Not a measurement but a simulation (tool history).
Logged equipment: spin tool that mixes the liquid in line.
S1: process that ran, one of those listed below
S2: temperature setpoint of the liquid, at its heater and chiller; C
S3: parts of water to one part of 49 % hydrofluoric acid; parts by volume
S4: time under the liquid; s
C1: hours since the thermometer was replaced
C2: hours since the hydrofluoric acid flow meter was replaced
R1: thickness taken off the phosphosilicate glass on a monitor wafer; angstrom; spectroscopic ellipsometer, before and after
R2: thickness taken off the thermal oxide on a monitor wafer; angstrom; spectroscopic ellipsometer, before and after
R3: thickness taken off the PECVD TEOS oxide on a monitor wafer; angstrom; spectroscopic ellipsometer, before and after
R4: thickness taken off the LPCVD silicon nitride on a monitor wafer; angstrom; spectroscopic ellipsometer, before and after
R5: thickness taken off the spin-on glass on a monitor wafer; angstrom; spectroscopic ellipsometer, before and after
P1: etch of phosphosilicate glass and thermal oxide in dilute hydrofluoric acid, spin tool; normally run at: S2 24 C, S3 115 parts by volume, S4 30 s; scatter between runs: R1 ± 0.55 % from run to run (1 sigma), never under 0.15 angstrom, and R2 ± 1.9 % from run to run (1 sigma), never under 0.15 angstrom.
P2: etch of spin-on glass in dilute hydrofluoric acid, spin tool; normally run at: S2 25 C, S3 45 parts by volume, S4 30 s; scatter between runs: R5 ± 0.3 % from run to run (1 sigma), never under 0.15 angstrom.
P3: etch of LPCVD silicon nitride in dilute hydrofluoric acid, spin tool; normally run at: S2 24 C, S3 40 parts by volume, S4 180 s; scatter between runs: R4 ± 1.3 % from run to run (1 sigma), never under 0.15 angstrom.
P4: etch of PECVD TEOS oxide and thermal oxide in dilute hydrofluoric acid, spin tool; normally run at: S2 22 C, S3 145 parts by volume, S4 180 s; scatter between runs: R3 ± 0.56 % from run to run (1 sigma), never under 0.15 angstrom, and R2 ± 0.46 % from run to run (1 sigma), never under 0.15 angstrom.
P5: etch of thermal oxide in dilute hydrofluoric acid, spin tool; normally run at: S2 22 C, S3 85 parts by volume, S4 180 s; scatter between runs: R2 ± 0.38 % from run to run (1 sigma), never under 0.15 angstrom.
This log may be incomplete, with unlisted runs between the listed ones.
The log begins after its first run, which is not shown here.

run 2 hour=23.2 | S1=P4 S2=22 S3=145 S4=15 | C1=160 C2=750.2 | R2=4.0581 R3=7.8527
run 3 hour=35.7 | S1=P1 S2=29 S3=115 S4=30 | C1=172.5 C2=762.7 | R1=472.1 R2=15.067
run 4 hour=49.3 | S1=P3 S2=24 S3=40 S4=180 | C1=186.1 C2=776.3 | R4=21.884
run 5 hour=60.7 | S1=P2 S2=25 S3=75 S4=30 | C1=197.5 C2=787.7 | R5=137.36
run 6 hour=70.5 | S1=P1 S2=24 S3=170 S4=55 | C1=207.3 C2=797.5 | R1=451.11 R2=14.298
run 7 hour=84.6 | S1=P1 S2=24 S3=115 S4=50 | C1=221.4 C2=811.6 | R1=650.13 R2=20.857
run 8 hour=97.1 | S1=P4 S2=29 S3=145 S4=180 | C1=233.9 C2=824.1 | R2=66.777 R3=122.25
run 9 hour=109.8 | S1=P1 S2=28 S3=115 S4=15 | C1=246.6 C2=836.8 | R1=230.23 R2=6.9852
run 10 hour=121.8 | S1=P2 S2=33.5 S3=45 S4=30 | C1=258.6 C2=848.8 | R5=333.18
run 11 hour=131 | S1=P2 S2=25 S3=45 S4=30 | C1=267.8 C2=858 | R5=239.02
run 12 hour=145.8 | S1=P5 S2=22 S3=85 S4=340 | C1=282.6 C2=872.8 | R2=177.7
run 13 hour=160 | S1=P5 S2=27.5 S3=85 S4=180 | C1=296.8 C2=887 | R2=117.44
run 14 hour=167.3 | S1=P2 S2=25 S3=45 S4=15 | C1=304.1 C2=894.3 | R5=119.64
run 15 hour=179.1 | S1=P5 S2=22 S3=135 S4=180 | C1=315.9 C2=906.1 | R2=56.204
run 16 hour=191.5 | S1=P5 S2=22 S3=85 S4=180 | C1=328.3 C2=918.5 | R2=94.931
run 17 hour=198.3 | S1=P5 S2=22 S3=85 S4=180 | C1=335.1 C2=925.3 | R2=93.85
run 18 hour=212.1 | S1=P3 S2=30 S3=40 S4=180 | C1=348.9 C2=939.1 | R4=32.043
run 19 hour=219.7 | S1=P4 S2=22 S3=35 S4=180 | C1=356.5 C2=946.7 | R2=243.78 R3=445.95
run 20 hour=229.3 | S1=P1 S2=24 S3=70 S4=30 | C1=366.1 C2=956.3 | R1=679.12 R2=21.992
run 21 hour=240.4 | S1=P1 S2=24 S3=115 S4=30 | C1=377.2 C2=967.4 | R1=384.67 R2=12.543
run 22 hour=249.6 | S1=P3 S2=24 S3=40 S4=180 | C1=386.4 C2=976.6 | R4=21.884
run 23 hour=259.6 | S1=P1 S2=24 S3=115 S4=30 | C1=396.4 C2=986.6 | R1=387.09 R2=12.474
run 24 hour=275 | S1=P1 S2=24 S3=115 S4=15 | C1=411.8 C2=1002 | R1=193.44 R2=6.1511

Run 25 comes next. What will it give?
run 25 hour=286.9 | S1=P3 S2=24 S3=40 S4=350 | C1=423.7 C2=1013.9 | R4=?

R4: 42.305 angstrom
